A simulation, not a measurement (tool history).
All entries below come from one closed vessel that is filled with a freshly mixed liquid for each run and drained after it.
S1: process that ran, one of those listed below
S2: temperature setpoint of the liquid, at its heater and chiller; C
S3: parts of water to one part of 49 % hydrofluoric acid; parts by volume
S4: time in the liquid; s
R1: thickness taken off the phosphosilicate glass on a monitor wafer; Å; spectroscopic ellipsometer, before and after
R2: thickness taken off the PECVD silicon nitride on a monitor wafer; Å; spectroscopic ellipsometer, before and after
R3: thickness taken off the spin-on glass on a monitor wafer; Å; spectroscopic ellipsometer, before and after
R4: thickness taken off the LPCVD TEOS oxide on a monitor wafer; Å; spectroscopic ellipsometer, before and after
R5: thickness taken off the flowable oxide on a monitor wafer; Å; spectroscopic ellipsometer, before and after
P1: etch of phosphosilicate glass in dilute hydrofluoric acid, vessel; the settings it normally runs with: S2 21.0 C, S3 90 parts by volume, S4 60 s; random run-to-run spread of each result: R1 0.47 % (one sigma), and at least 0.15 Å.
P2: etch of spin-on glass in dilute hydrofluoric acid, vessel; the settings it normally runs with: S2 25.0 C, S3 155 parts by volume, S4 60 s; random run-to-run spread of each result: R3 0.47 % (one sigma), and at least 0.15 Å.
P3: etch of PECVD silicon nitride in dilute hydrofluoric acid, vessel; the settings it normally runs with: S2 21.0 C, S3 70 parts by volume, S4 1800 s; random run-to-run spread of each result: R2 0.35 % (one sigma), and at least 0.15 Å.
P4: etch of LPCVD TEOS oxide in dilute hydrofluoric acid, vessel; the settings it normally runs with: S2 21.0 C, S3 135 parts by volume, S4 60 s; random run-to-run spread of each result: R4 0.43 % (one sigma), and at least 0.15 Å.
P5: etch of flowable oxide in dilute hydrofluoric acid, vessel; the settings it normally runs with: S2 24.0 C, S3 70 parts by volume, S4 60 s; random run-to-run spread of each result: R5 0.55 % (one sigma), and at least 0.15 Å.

Run 1, hour 17.4: S1 P1, S2 21.0 C, S3 90 parts by volume, S4 60 s. Result: R1 1007.10 Å.
Run 2, hour 32.4: S1 P1, S2 21.0 C, S3 90 parts by volume, S4 115 s. Result: R1 1921.10 Å.
Run 3, hour 51.5: S1 P3, S2 21.0 C, S3 70 parts by volume, S4 1800 s. Result: R2 389.98 Å.
Run 4, hour 60.3: S1 P2, S2 25.0 C, S3 155 parts by volume, S4 60 s. Result: R3 187.15 Å.
Run 5, hour 76.6: S1 P4, S2 21.0 C, S3 185 parts by volume, S4 60 s. Result: R4 49.992 Å.
Run 6, hour 91.8: S1 P1, S2 21.0 C, S3 90 parts by volume, S4 60 s. Result: R1 1012.70 Å.
Run 7, hour 102.7: S1 P4, S2 21.0 C, S3 135 parts by volume, S4 60 s. Result: R4 72.196 Å.
Run 8, hour 117.0: S1 P1, S2 27.0 C, S3 135 parts by volume, S4 60 s. Result: R1 803.95 Å.
Run 9, hour 133.3: S1 P2, S2 25.0 C, S3 155 parts by volume, S4 60 s. Result: R3 185.80 Å.
Run 10, hour 142.2: S1 P4, S2 17.0 C, S3 135 parts by volume, S4 60 s. Result: R4 61.256 Å.
Run 11, hour 155.8: S1 P3, S2 21.0 C, S3 95 parts by volume, S4 1800 s. Result: R2 289.40 Å.
Run 12, hour 171.2: S1 P1, S2 21.0 C, S3 90 parts by volume, S4 60 s. Result: R1 1011.00 Å.
Run 13, hour 181.4: S1 P4, S2 21.0 C, S3 135 parts by volume, S4 95 s. Result: R4 114.790 Å.
Run 14, hour 198.2: S1 P1, S2 21.0 C, S3 90 parts by volume, S4 60 s. Result: R1 1004.70 Å.
Run 15, hour 207.3: S1 P4, S2 21.0 C, S3 135 parts by volume, S4 60 s. Result: R4 72.125 Å.
Run 16, hour 226.2: S1 P1, S2 21.0 C, S3 90 parts by volume, S4 30 s. Result: R1 501.51 Å.
Run 17, hour 236.6: S1 P1, S2 26.0 C, S3 90 parts by volume, S4 100 s. Result: R1 2061.50 Å.
Run 18, hour 248.7: S1 P5, S2 24.0 C, S3 70 parts by volume, S4 110 s. Result: R5 996.46 Å.
Run 19, hour 257.0: S1 P1, S2 21.0 C, S3 20 parts by volume, S4 60 s. Result: R1 4912.40 Å.
Run 20, hour 270.4: S1 P1, S2 21.0 C, S3 135 parts by volume, S4 60 s. Result: R1 638.29 Å.
Run 21, hour 287.6: S1 P5, S2 24.0 C, S3 70 parts by volume, S4 60 s. Result: R5 536.73 Å.
Run 22, hour 300.1: S1 P5, S2 20.0 C, S3 70 parts by volume, S4 60 s. Result: R5 454.31 Å.
Run 23, hour 313.7: S1 P3, S2 21.0 C, S3 70 parts by volume, S4 2810 s. Result: R2 612.18 Å.
Run 24, hour 328.8: S1 P2, S2 25.0 C, S3 95 parts by volume, S4 60 s. Result: R3 323.84 Å.
Run 25, hour 346.5: S1 P5, S2 24.0 C, S3 70 parts by volume, S4 60 s. Result: R5 537.68 Å.
Run 26, hour 359.7: S1 P1, S2 24.5 C, S3 90 parts by volume, S4 35 s. Result: R1 677.07 Å.
Run 27, hour 369.8: S1 P2, S2 19.0 C, S3 155 parts by volume, S4 60 s. Result: R3 146.87 Å.
Run 28, hour 385.0: S1 P3, S2 27.0 C, S3 70 parts by volume, S4 1800 s. Result: R2 583.45 Å.
Run 29, hour 397.9: S1 P2, S2 25.0 C, S3 155 parts by volume, S4 120 s. Result: R3 371.32 Å.
Run 30, hour 409.6: S1 P1, S2 25.0 C, S3 90 parts by volume, S4 60 s. Result: R1 1171.20 Å.
Run 31, hour 420.8: S1 P1, S2 17.0 C, S3 90 parts by volume, S4 60 s. Result: R1 850.17 Å.
Run 32, hour 438.0: S1 P5, S2 24.0 C, S3 30 parts by volume, S4 60 s. Result: R5 1319.20 Å.
Run 33, hour 456.4: S1 P1, S2 21.0 C, S3 90 parts by volume, S4 60 s. Result: R1 1010.60 Å.
Run 34, hour 471.9: S1 P1, S2 21.0 C, S3 90 parts by volume, S4 60 s. Result: R1 979.49 Å.
Run 35, hour 483.9: S1 P1, S2 21.0 C, S3 90 parts by volume, S4 60 s. Result: R1 957.18 Å.
Run 36, hour 502.2: S1 P1, S2 21.0 C, S3 90 parts by volume, S4 60 s. Result: R1 955.24 Å.
Run 37, hour 514.9: S1 P1, S2 21.0 C, S3 90 parts by volume, S4 60 s. Result: R1 953.32 Å.
Run 38, hour 529.0: S1 P1, S2 21.0 C, S3 90 parts by volume, S4 60 s. Result: R1 943.15 Å.
Run 39, hour 546.7: S1 P1, S2 21.0 C, S3 90 parts by volume, S4 60 s. Result: R1 941.44 Å.
Run 40, hour 564.6: S1 P1, S2 21.0 C, S3 90 parts by volume, S4 60 s. Result: R1 936.69 Å.

P1 no longer gives what it gave before; its output has crept away from where it was. The following 2 causes, each at its listed size, fit the log equally well:
A: hydrofluoric acid flow below the setpoint (%) = 6.42
B: liquid colder than its thermometer reads (K) = 1.79
The process output started creeping at around hour 456.4.

Question marks stand in for the results of the 4 check runs listed below, each run on one wafer. Under which run would the listed causes show clearly different results?
Run check 1, hour 582.5: S1 P3, S2 21.0 C, S3 70 parts by volume, S4 1800 s. Result: R2 ?.
Run check 2, hour 582.5: S1 P2, S2 25.0 C, S3 155 parts by volume, S4 60 s. Result: R3 ?.
Run check 3, hour 582.5: S1 P5, S2 24.0 C, S3 70 parts by volume, S4 60 s. Result: R5 ?.
Run check 4, hour 582.5: S1 P4, S2 21.0 C, S3 135 parts by volume, S4 60 s. Result: R4 ?.

If the cause were each of the candidates in turn, the checks would give the following:
  check  result    if A    if B
check 1      R2  365.34  344.62
check 2      R3  171.31  173.11
check 3      R5  502.76  502.46
check 4      R4  66.976  67.279
Per check, the gap between the least separated pair of causes, taken in the result that splits them most: check 1 5.84 %; check 2 1.05 %; check 3 0.06 %; check 4 0.45 %
Only check 1 tells the causes apart: in the others they would give nearly the same result.

Then check 1 was run and gave: R2 345.53 Å. Which cause is it?

It is B: liquid colder than its thermometer reads (K).

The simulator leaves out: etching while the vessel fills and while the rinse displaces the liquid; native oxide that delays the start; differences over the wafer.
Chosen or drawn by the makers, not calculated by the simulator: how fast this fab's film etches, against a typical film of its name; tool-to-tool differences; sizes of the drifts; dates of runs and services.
